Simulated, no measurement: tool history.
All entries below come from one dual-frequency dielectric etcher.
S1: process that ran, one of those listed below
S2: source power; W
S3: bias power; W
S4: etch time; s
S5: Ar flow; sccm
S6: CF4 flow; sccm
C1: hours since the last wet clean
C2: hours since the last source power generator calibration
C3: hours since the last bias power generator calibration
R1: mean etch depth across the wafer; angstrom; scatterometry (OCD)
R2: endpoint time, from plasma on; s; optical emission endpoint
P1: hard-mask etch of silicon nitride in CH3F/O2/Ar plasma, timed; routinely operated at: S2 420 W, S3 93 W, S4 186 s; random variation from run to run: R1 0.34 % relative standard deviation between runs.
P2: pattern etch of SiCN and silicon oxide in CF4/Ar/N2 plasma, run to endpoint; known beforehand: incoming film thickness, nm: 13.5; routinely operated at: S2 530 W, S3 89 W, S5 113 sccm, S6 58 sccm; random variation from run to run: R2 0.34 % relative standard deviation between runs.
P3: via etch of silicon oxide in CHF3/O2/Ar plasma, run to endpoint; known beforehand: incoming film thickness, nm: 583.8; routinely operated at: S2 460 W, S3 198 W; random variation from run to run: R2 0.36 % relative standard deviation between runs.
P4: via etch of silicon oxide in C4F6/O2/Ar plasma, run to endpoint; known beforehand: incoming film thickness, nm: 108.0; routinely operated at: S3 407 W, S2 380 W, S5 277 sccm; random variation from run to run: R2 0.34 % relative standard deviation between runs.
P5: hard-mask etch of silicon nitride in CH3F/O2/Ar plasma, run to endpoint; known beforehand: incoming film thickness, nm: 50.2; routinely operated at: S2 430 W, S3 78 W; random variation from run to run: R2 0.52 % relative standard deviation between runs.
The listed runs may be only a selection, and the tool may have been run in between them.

Run 1, hour 10.7: S1 P1, S2 420 W, S3 93 W, S4 186 s; C1 224.6; C2 2236.6; C3 269.4. Result: R1 1451.6 angstrom.
Run 2, hour 17.2: S1 P5, S2 430 W, S3 47 W; C1 231.1; C2 2243.1; C3 275.9. Result: R2 79.283 s.
Run 3, hour 29.4: S1 P1, S2 420 W, S3 93 W, S4 186 s; C1 243.3; C2 2255.3; C3 288.1. Result: R1 1447.5 angstrom.
Run 4, hour 40.2: S1 P1, S2 420 W, S3 93 W, S4 246 s; C1 254.1; C2 2266.1; C3 298.9. Result: R1 1922.8 angstrom.
Run 5, hour 48.5: S1 P1, S2 420 W, S3 93 W, S4 186 s; C1 262.4; C2 2274.4; C3 307.2. Result: R1 1454.8 angstrom.
Run 6, hour 55.3: S1 P1, S2 550 W, S3 93 W, S4 186 s; C1 269.2; C2 2281.2; C3 314. Result: R1 1609.3 angstrom.
Run 7, hour 61.9: S1 P1, S2 560 W, S3 93 W, S4 237 s; C1 275.8; C2 2287.8; C3 320.6. Result: R1 2054.9 angstrom.
Run 8, hour 74.9: S1 P2, S2 530 W, S3 56 W, S5 113 sccm, S6 58 sccm; C1 288.8; C2 2300.8; C3 333.6. Result: R2 15.299 s.
Run 9, hour 84.6: S1 P2, S2 530 W, S3 89 W, S5 88 sccm, S6 58 sccm; C1 298.5; C2 2310.5; C3 343.3. Result: R2 12.58 s.
Run 10, hour 97.3: S1 P1, S2 420 W, S3 93 W, S4 186 s; C1 311.2; C2 2323.2; C3 356. Result: R1 1454.9 angstrom.
Run 11, hour 104.5: S1 P3, S2 460 W, S3 266 W; C1 318.4; C2 2330.4; C3 363.2. Result: R2 275.69 s.
Run 12, hour 112.8: S1 P3, S2 320 W, S3 198 W; C1 326.7; C2 2338.7; C3 371.5. Result: R2 352.62 s.
Run 13, hour 120.7: S1 P2, S2 530 W, S3 89 W, S5 113 sccm, S6 39 sccm; C1 334.6; C2 2346.6; C3 379.4. Result: R2 13.868 s.
Run 14, hour 131.3: S1 P1, S2 420 W, S3 125 W, S4 186 s; C1 345.2; C2 2357.2; C3 390. Result: R1 1622.4 angstrom.
Run 15, hour 140.8: S1 P5, S2 430 W, S3 78 W; C1 354.7; C2 2366.7; C3 399.5. Result: R2 66.3 s.
Run 16, hour 147: S1 P4, S2 380 W, S3 486 W, S5 277 sccm; C1 360.9; C2 2372.9; C3 405.7. Result: R2 24.346 s.
Run 17, hour 159.1: S1 P2, S2 530 W, S3 89 W, S5 113 sccm, S6 58 sccm; C1 373; C2 2385; C3 417.8. Result: R2 12.941 s.
Run 18, hour 171.5: S1 P1, S2 420 W, S3 93 W, S4 186 s; C1 385.4; C2 2397.4; C3 430.2. Result: R1 1453.4 angstrom.
Run 19, hour 180.7: S1 P4, S2 240 W, S3 407 W, S5 277 sccm; C1 394.6; C2 2406.6; C3 439.4. Result: R2 30.935 s.
Run 20, hour 192.8: S1 P4, S2 380 W, S3 407 W, S5 163 sccm; C1 406.7; C2 2418.7; C3 451.5. Result: R2 24.433 s.
Run 21, hour 203: S1 P2, S2 390 W, S3 89 W, S5 113 sccm, S6 58 sccm; C1 416.9; C2 2428.9; C3 461.7. Result: R2 16.904 s.
Run 22, hour 210: S1 P5, S2 260 W, S3 78 W; C1 423.9; C2 2435.9; C3 468.7. Result: R2 80.639 s.
Run 23, hour 221.7: S1 P5, S2 430 W, S3 78 W; C1 435.6; C2 2447.6; C3 480.4. Result: R2 66.706 s.
Run 24, hour 228.7: S1 P1, S2 280 W, S3 93 W, S4 186 s; C1 442.6; C2 2454.6; C3 487.4. Result: R1 1246.7 angstrom.
Run 25, hour 237: S1 P3, S2 460 W, S3 198 W; C1 450.9; C2 2462.9; C3 495.7. Result: R2 306.03 s.
Run 26, hour 248.4: S1 P4, S2 380 W, S3 407 W, S5 277 sccm; C1 462.3; C2 2474.3; C3 507.1. Result: R2 25.861 s.
Run 27, hour 259: S1 P1, S2 420 W, S3 71 W, S4 186 s; C1 472.9; C2 2484.9; C3 517.7. Result: R1 1324.2 angstrom.
Run 28, hour 264.8: S1 P1, S2 420 W, S3 93 W, S4 102.5 s; C1 478.7; C2 2490.7; C3 523.5. Result: R1 796.97 angstrom.
Run 29, hour 272: S1 P2, S2 530 W, S3 89 W, S5 113 sccm, S6 58 sccm; C1 485.9; C2 2497.9; C3 530.7. Result: R2 13.019 s.

Run 30, settings as shown, results not yet in. Your forecast:
Run 30, hour 285: S1 P1, S2 420 W, S3 93 W, S4 186 s; C1 498.9; C2 2510.9; C3 543.7. Result: R1 ?.

R1: 1460.9 angstrom

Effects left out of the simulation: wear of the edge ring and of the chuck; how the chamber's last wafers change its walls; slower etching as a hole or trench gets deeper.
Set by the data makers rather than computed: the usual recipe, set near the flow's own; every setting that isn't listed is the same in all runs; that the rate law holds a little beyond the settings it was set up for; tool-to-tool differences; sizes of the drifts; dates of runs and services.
